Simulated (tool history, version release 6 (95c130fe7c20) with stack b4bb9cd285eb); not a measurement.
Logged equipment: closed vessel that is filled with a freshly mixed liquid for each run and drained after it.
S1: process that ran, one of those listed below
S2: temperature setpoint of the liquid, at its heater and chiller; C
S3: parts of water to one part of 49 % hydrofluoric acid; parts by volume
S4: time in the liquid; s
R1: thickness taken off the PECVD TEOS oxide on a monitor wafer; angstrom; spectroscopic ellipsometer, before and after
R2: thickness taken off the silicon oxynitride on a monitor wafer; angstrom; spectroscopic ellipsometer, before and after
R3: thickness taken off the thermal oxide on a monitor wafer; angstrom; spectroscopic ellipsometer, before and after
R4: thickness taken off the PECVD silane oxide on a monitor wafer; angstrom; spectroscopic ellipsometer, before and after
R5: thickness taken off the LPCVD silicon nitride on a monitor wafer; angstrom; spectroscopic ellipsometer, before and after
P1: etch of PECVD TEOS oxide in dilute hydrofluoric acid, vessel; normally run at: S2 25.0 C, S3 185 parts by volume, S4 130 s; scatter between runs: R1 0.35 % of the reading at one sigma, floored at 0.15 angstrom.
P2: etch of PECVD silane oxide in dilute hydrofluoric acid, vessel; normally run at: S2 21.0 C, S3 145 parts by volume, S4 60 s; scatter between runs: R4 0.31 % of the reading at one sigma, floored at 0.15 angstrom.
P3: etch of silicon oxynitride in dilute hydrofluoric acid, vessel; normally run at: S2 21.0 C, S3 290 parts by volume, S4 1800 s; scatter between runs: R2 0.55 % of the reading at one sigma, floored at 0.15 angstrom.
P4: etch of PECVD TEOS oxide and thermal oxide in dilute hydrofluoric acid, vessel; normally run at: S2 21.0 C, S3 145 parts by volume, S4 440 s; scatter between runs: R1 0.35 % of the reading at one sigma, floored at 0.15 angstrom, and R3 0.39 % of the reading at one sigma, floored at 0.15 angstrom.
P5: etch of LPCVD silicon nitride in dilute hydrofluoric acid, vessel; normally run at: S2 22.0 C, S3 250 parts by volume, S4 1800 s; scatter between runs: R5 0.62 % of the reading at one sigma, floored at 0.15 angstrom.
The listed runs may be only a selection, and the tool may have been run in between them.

{"run": 1, "day": 0.142, "S1": "P1", "S2": 25.0, "S3": 185, "S4": 130, "R1": 151.52}
{"run": 2, "day": 0.375, "S1": "P1", "S2": 32.0, "S3": 185, "S4": 130, "R1": 193.47}
{"run": 3, "day": 0.621, "S1": "P3", "S2": 21.0, "S3": 290, "S4": 1800, "R2": 162.95}
{"run": 4, "day": 0.767, "S1": "P4", "S2": 21.0, "S3": 145, "S4": 440, "R1": 248.78, "R3": 110.94}
{"run": 5, "day": 0.921, "S1": "P1", "S2": 25.0, "S3": 125, "S4": 205, "R1": 380.67}
{"run": 6, "day": 1.104, "S1": "P1", "S2": 25.0, "S3": 185, "S4": 130, "R1": 151.85}
{"run": 7, "day": 1.233, "S1": "P3", "S2": 21.0, "S3": 445, "S4": 1800, "R2": 96.343}
{"run": 8, "day": 1.454, "S1": "P2", "S2": 17.0, "S3": 145, "S4": 60, "R4": 130.5}
{"run": 9, "day": 1.704, "S1": "P1", "S2": 21.0, "S3": 185, "S4": 130, "R1": 129.78}
{"run": 10, "day": 1.842, "S1": "P3", "S2": 27.5, "S3": 290, "S4": 1800, "R2": 211.56}
{"run": 11, "day": 1.992, "S1": "P4", "S2": 21.0, "S3": 225, "S4": 440, "R1": 147.84, "R3": 65.971}
{"run": 12, "day": 2.121, "S1": "P5", "S2": 17.0, "S3": 250, "S4": 1800, "R5": 24.994}
{"run": 13, "day": 2.238, "S1": "P4", "S2": 21.0, "S3": 145, "S4": 440, "R1": 249.33, "R3": 111.17}
{"run": 14, "day": 2.354, "S1": "P1", "S2": 25.0, "S3": 185, "S4": 130, "R1": 151.98}
{"run": 15, "day": 2.512, "S1": "P2", "S2": 21.0, "S3": 145, "S4": 60, "R4": 154.05}
{"run": 16, "day": 2.704, "S1": "P1", "S2": 25.0, "S3": 185, "S4": 30, "R1": 34.926}
{"run": 17, "day": 2.858, "S1": "P1", "S2": 25.0, "S3": 185, "S4": 200, "R1": 233.37}
{"run": 18, "day": 3.058, "S1": "P5", "S2": 22.0, "S3": 250, "S4": 1800, "R5": 34.254}
{"run": 19, "day": 3.2, "S1": "P4", "S2": 21.0, "S3": 145, "S4": 50, "R1": 28.577, "R3": 12.519}
{"run": 20, "day": 3.308, "S1": "P5", "S2": 22.0, "S3": 250, "S4": 1800, "R5": 33.762}
{"run": 21, "day": 3.462, "S1": "P1", "S2": 25.0, "S3": 270, "S4": 130, "R1": 94.6}
{"run": 22, "day": 3.658, "S1": "P3", "S2": 21.0, "S3": 290, "S4": 2805, "R2": 252.51}
{"run": 23, "day": 3.771, "S1": "P4", "S2": 25.5, "S3": 145, "S4": 440, "R1": 297.19, "R3": 132.56}
{"run": 24, "day": 3.938, "S1": "P2", "S2": 21.0, "S3": 145, "S4": 60, "R4": 154.25}
{"run": 25, "day": 4.075, "S1": "P1", "S2": 25.0, "S3": 185, "S4": 130, "R1": 151.79}
{"run": 26, "day": 4.317, "S1": "P1", "S2": 25.0, "S3": 45, "S4": 235, "R1": 1339.0}
{"run": 27, "day": 4.542, "S1": "P1", "S2": 25.0, "S3": 280, "S4": 30, "R1": 20.979}
{"run": 28, "day": 4.692, "S1": "P3", "S2": 21.0, "S3": 290, "S4": 1800, "R2": 161.6}
{"run": 29, "day": 4.808, "S1": "P5", "S2": 22.0, "S3": 440, "S4": 1800, "R5": 20.115}
{"run": 30, "day": 4.929, "S1": "P2", "S2": 21.0, "S3": 230, "S4": 60, "R4": 88.919}
{"run": 31, "day": 5.079, "S1": "P1", "S2": 25.0, "S3": 110, "S4": 130, "R1": 278.41}
{"run": 32, "day": 5.208, "S1": "P2", "S2": 21.0, "S3": 145, "S4": 30, "R4": 77.229}
{"run": 33, "day": 5.333, "S1": "P1", "S2": 25.0, "S3": 185, "S4": 130, "R1": 151.61}
{"run": 34, "day": 5.488, "S1": "P5", "S2": 22.0, "S3": 250, "S4": 3415, "R5": 65.231}
{"run": 35, "day": 5.721, "S1": "P1", "S2": 25.0, "S3": 185, "S4": 130, "R1": 151.24}
{"run": 36, "day": 5.933, "S1": "P1", "S2": 25.0, "S3": 185, "S4": 130, "R1": 157.5}
{"run": 37, "day": 6.125, "S1": "P1", "S2": 25.0, "S3": 185, "S4": 130, "R1": 160.98}
{"run": 38, "day": 6.271, "S1": "P1", "S2": 25.0, "S3": 185, "S4": 130, "R1": 161.37}
{"run": 39, "day": 6.429, "S1": "P1", "S2": 25.0, "S3": 185, "S4": 130, "R1": 162.44}
{"run": 40, "day": 6.588, "S1": "P1", "S2": 25.0, "S3": 185, "S4": 130, "R1": 163.25}
{"run": 41, "day": 6.792, "S1": "P1", "S2": 25.0, "S3": 185, "S4": 130, "R1": 164.07}
{"run": 42, "day": 7.029, "S1": "P1", "S2": 25.0, "S3": 185, "S4": 130, "R1": 165.13}
{"run": 43, "day": 7.158, "S1": "P1", "S2": 25.0, "S3": 185, "S4": 130, "R1": 164.85}
{"run": 44, "day": 7.279, "S1": "P1", "S2": 25.0, "S3": 185, "S4": 130, "R1": 165.52}

What P1 gives has crept off from where it sat before. The 2 causes that follow fit the log equally well, each at the size noted:
A: hydrofluoric acid flow above the setpoint (%) = 7.19
B: liquid hotter than its thermometer reads (K) = 2.29
Onset of the creep was near day 5.721.

The check runs listed below each take one wafer, and their results are still question marks. Under which run would the listed causes lead to clearly different results?
{"run": "check 1", "day": 7.4, "S1": "P5", "S2": 19.0, "S3": 355, "S4": 1800, "R5": "?"}
{"run": "check 2", "day": 7.4, "S1": "P4", "S2": 21.0, "S3": 205, "S4": 65, "R1": "?", "R3": "?"}
{"run": "check 3", "day": 7.4, "S1": "P2", "S2": 21.0, "S3": 215, "S4": 30, "R4": "?"}
{"run": "check 4", "day": 7.4, "S1": "P3", "S2": 25.5, "S3": 440, "S4": 1800, "R2": "?"}

What each check would give under each cause:
check=check_1 result=R5 if_A=21.597 if_B=23.310
check=check_2 result=R1 if_A=26.614 if_B=26.690
check=check_2 result=R3 if_A=11.882 if_B=11.916
check=check_3 result=R4 if_A=52.413 if_B=52.508
check=check_4 result=R2 if_A=127.940 if_B=127.920
Per-check spread between the two closest causes, in the result where they differ most: check 1 7.63 %; check 2 0.29 %; check 3 0.18 %; check 4 0.02 %
Check 1 tells the causes apart: in the others they would give nearly the same result.

Then check 1 was run and gave: R5 23.458 angstrom. Which cause is it?

The cause is B: liquid hotter than its thermometer reads (K).
